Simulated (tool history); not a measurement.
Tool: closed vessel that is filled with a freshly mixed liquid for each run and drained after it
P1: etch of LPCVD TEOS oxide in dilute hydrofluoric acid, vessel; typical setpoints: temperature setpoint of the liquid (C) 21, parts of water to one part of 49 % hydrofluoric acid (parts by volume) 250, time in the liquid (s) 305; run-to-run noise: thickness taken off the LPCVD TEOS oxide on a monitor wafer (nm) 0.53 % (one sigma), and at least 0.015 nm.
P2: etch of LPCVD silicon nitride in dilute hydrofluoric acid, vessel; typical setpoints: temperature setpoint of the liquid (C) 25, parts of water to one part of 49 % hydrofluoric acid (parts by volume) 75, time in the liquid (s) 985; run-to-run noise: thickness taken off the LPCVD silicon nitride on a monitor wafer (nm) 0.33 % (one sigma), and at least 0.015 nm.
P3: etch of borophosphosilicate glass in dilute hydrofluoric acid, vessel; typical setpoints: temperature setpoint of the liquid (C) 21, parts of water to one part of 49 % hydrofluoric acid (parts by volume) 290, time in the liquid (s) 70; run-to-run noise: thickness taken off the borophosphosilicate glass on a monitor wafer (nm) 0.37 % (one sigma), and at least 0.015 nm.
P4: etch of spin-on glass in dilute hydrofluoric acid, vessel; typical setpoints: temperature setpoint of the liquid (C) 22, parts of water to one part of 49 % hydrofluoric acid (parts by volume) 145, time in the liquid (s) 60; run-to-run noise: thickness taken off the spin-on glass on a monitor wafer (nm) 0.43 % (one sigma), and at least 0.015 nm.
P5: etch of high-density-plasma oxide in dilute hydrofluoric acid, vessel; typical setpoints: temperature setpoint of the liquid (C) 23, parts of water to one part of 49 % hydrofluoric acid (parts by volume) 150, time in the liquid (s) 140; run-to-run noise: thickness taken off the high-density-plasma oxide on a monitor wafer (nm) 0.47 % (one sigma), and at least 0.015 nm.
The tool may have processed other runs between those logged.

run    day  process that ran  temperature setpoint of the liquid (C)  parts of water to one part of 49 % hydrofluoric acid (parts by volume)  time in the liquid (s)  thickness taken off the LPCVD TEOS oxide on a monitor wafer (nm)  thickness taken off the borophosphosilicate glass on a monitor wafer (nm)  thickness taken off the high-density-plasma oxide on a monitor wafer (nm)  thickness taken off the LPCVD silicon nitride on a monitor wafer (nm)  thickness taken off the spin-on glass on a monitor wafer (nm)
  1  0.188                P1                                      21                                                                     250                     305                                                            28.889
  2  0.362                P1                                      25                                                                     380                     305                                                             19.56
  3  0.588                P3                                      21                                                                     290                      70                                                                                                                                       8.0105
  4  0.858                P5                                      23                                                                     235                     140                                                                                                                                                                                                                  2.8389
  5  1.083                P3                                      21                                                                     175                      70                                                                                                                                       14.855
  6  1.304                P2                                      25                                                                      75                     985                                                                                                                                                                                                                                                                                         7.2855
  7  1.588                P3                                      21                                                                     290                     115                                                                                                                                       13.139
  8  1.746                P3                                      17                                                                     290                      70                                                                                                                                       6.9087
  9  1.938                P1                                      17                                                                     405                     305                                                            13.632
 10  2.125                P1                                      21                                                                     250                     305                                                            29.127
 11  2.421                P4                                      22                                                                     260                      60                                                                                                                                                                                                                                                                                                                                                        12.013
 12  2.646                P5                                      23                                                                     150                     140                                                                                                                                                                                                                  4.9732
 13  2.892                P4                                      27                                                                     145                      60                                                                                                                                                                                                                                                                                                                                                        29.483
 14  3.208                P1                                    25.5                                                                     250                     305                                                            33.589
 15  3.354                P4                                      22                                                                     145                      95                                                                                                                                                                                                                                                                                                                                                        38.281
 16  3.546                P5                                      23                                                                     150                     140                                                                                                                                                                                                                  4.8474
 17  3.729                P2                                    20.5                                                                      75                     985                                                                                                                                                                                                                                                                                         5.4072
 18  3.875                P1                                      21                                                                     250                     305                                                            29.005
 19  4.179                P1                                      21                                                                     250                     305                                                            28.805
 20  4.462                P1                                      17                                                                     250                     305                                                            25.002
 21  4.738                P2                                      25                                                                      35                     985                                                                                                                                                                                                                                                                                         15.267
 22  4.883                P4                                      22                                                                     145                      60                                                                                                                                                                                                                                                                                                                                                        24.159
 23  5.121                P3                                      21                                                                     290                      70                                                                                                                                       8.0097
 24  5.362                P1                                      21                                                                      90                     305                                                            93.941
 25  5.625                P1                                      21                                                                     250                     160                                                            15.207
 26  5.875                P2                                      25                                                                      75                     150                                                                                                                                                                                                                                                                                         1.1125
 27  6.138                P1                                      27                                                                     250                     590                                                            69.243
 28  6.375                P5                                    18.5                                                                     150                     140                                                                                                                                                                                                                  4.0897
 29  6.575                P1                                      21                                                                     425                     305                                                            14.641
 30  6.742                P1                                      21                                                                     250                     305                                                            28.716
 31  7.038                P5                                      23                                                                     150                     240                                                                                                                                                                                                                  8.4362
 32  7.329                P1                                      21                                                                     250                     530                                                            50.153

For run 33, what comes out?
 33  7.529                P4                                      22                                                                     145                      60                                                                                                                                                                                                                                                                                                                                                             ?

thickness taken off the spin-on glass on a monitor wafer (nm): 24.325

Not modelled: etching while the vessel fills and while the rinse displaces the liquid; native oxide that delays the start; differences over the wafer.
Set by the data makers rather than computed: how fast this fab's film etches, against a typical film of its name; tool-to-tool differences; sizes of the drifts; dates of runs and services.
